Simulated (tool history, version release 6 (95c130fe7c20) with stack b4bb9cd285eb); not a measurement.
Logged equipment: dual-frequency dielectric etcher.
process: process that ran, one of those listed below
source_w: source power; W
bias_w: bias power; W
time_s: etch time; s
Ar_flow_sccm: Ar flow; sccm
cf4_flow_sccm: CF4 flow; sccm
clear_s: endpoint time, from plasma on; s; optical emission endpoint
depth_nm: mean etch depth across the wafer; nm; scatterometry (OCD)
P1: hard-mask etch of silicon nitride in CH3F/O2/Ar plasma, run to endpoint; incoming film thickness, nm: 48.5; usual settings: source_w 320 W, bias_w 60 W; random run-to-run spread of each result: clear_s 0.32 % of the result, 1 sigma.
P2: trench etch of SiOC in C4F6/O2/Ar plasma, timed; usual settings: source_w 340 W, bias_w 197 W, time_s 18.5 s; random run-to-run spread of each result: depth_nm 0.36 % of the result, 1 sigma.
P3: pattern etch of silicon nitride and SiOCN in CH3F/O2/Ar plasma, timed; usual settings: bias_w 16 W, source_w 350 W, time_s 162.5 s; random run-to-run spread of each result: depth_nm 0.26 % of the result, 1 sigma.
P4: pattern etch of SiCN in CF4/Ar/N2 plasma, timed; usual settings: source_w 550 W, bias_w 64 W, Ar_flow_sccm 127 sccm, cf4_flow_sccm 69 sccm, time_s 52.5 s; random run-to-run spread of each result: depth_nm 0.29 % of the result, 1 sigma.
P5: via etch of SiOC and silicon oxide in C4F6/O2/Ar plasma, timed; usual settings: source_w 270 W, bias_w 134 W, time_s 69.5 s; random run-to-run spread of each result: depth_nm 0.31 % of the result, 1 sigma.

run   hour  process  source_w  bias_w  time_s  Ar_flow_sccm  cf4_flow_sccm  hours since the last wet clean  hours since the last source power generator calibration  hours since the last bias power generator calibration  clear_s  depth_nm
  1   10.1       P1       320      60                                                                  270                                                    493.7                                                 2114.3   79.283
  2   19.6       P1       320      60                                                                279.5                                                    503.2                                                 2123.8    79.27
  3   28.7       P5       160     134    69.5                                                        288.6                                                    512.3                                                 2132.9             50.985
  4     37       P4       550      64    52.5            75             69                           296.9                                                    520.6                                                 2141.2              52.62
  5   49.1       P1       320      60                                                                  309                                                    532.7                                                 2153.3   78.788
  6   58.2       P4       550      64      68           127             69                           318.1                                                    541.8                                                 2162.4             62.956
  7     65       P1       320      60                                                                324.9                                                    548.6                                                 2169.2   79.559
  8     75       P1       320      39                                                                334.9                                                    558.6                                                 2179.2   91.083
  9   81.5       P3       460      16   162.5                                                        341.4                                                    565.1                                                 2185.7             19.616
 10   88.2       P2       270     197    18.5                                                        348.1                                                    571.8                                                 2192.4             33.586
 11   98.3       P2       340     197    25.5                                                        358.2                                                    581.9                                                 2202.5             50.205
 12  107.3       P3       350      11   162.5                                                        367.2                                                    590.9                                                 2211.5             15.296
 13  119.7       P1       320      85                                                                379.6                                                    603.3                                                 2223.9    70.13
 14  131.6       P2       340     197    18.5                                                        391.5                                                    615.2                                                 2235.8             36.296
 15  137.8       P3       350      16   162.5                                                        397.7                                                    621.4                                                   2242             17.717
 16  150.4       P1       320      60                                                                410.3                                                      634                                                 2254.6   79.206
 17  163.2       P4       550      64    52.5           127             69                           423.1                                                    646.8                                                 2267.4             48.419
     165.1  -- wet clean of the chamber
 18  170.4       P5       270     188    69.5                                                          5.4                                                      654                                                 2274.6             69.786
 19  180.5       P5       270     134    39.5                                                         15.5                                                    664.1                                                 2284.7             35.595
 20  187.1       P2       340     121    18.5                                                         22.1                                                    670.7                                                 2291.3             31.439
 21  200.2       P3       350      16    98.5                                                         35.2                                                    683.8                                                 2304.4             10.733
 22  211.3       P5       270     134    69.5                                                         46.3                                                    694.9                                                 2315.5               62.8
 23    222       P1       380      81                                                                   57                                                    705.6                                                 2326.2   66.887
 24  233.7       P1       440      73                                                                 68.7                                                    717.3                                                 2337.9   65.548
 25  239.8       P4       550      64    52.5           127             69                            74.8                                                    723.4                                                   2344              48.19
 26  247.8       P1       320      60                                                                 82.8                                                    731.4                                                   2352   79.771
 27  260.5       P1       250      60                                                                 95.5                                                    744.1                                                 2364.7   87.693
 28  269.6       P1       220      47                                                                104.6                                                    753.2                                                 2373.8   99.585
 29  281.7       P1       380      60                                                                116.7                                                    765.3                                                 2385.9   74.509
 30  294.3       P1       320      60                                                                129.3                                                    777.9                                                 2398.5   79.519
 31  300.3       P4       550      64    52.5           127             97                           135.3                                                    783.9                                                 2404.5             51.571
 32  306.2       P4       550      87    52.5           127             69                           141.2                                                    789.8                                                 2410.4             54.158
 33  313.7       P4       770      64    52.5           127             69                           148.7                                                    797.3                                                 2417.9             65.089
 34    324       P1       320      60                                                                  159                                                    807.6                                                 2428.2   79.535
 35    333       P1       320      60                                                                  168                                                    816.6                                                 2437.2   79.152
 36  345.9       P1       320      60                                                                180.9                                                    829.5                                                 2450.1   78.091
 37    353       P1       320      60                                                                  188                                                    836.6                                                 2457.2   78.231
 38  361.4       P1       320      60                                                                196.4                                                      845                                                 2465.6   78.201
     365.1  -- wet clean of the chamber
 39  374.5       P1       320      60                                                                  9.5                                                    858.1                                                 2478.7   78.042
 40  386.8       P1       320      60                                                                 21.8                                                    870.4                                                   2491   78.162

The output of P1 has drifted from where it used to be. Each of the 2 causes below, taken at the size shown beside it, accounts for the log equally well:
A: source power that arrives over what is set, % = 4.28
B: bias power that arrives over what is set, % = 4.88
The gradual shift began around hour 324.
What rules out each remaining cause:
chamber walls in a state that raises the etch rate, %: its service at hour 365.1 followed the start of the drift and did not put the process back to its old value

The check runs listed below each take one wafer, and their results are still question marks. Under which run would the listed causes lead to clearly different results?
check 1  399.1       P3       420      11   162.5                                                                                                                                                                                               ?
check 2  399.1       P2       340     130      23                                                                                                                                                                                               ?
check 3  399.1       P5       270     153    69.5                                                                                                                                                                                               ?
check 4  399.1       P4       740      64    52.5            77             69                                                                                                                                                                  ?

What each check would give under each cause:
  check    result    if A    if B
check 1  depth_nm  16.614  16.645
check 2  depth_nm  40.513  40.419
check 3  depth_nm  66.328  66.266
check 4  depth_nm  71.063  69.494
Per-check spread between the two closest causes, in the result where they differ most: check 1 0.18 %; check 2 0.23 %; check 3 0.09 %; check 4 2.23 %
Of the check runs offered, only check 4 discriminates between the causes; the rest would read about the same regardless of which cause applies.

Running check 4 produced the following: depth_nm 71.354 nm. Which one of the listed causes fits?

The cause is A: source power that arrives over what is set, %.

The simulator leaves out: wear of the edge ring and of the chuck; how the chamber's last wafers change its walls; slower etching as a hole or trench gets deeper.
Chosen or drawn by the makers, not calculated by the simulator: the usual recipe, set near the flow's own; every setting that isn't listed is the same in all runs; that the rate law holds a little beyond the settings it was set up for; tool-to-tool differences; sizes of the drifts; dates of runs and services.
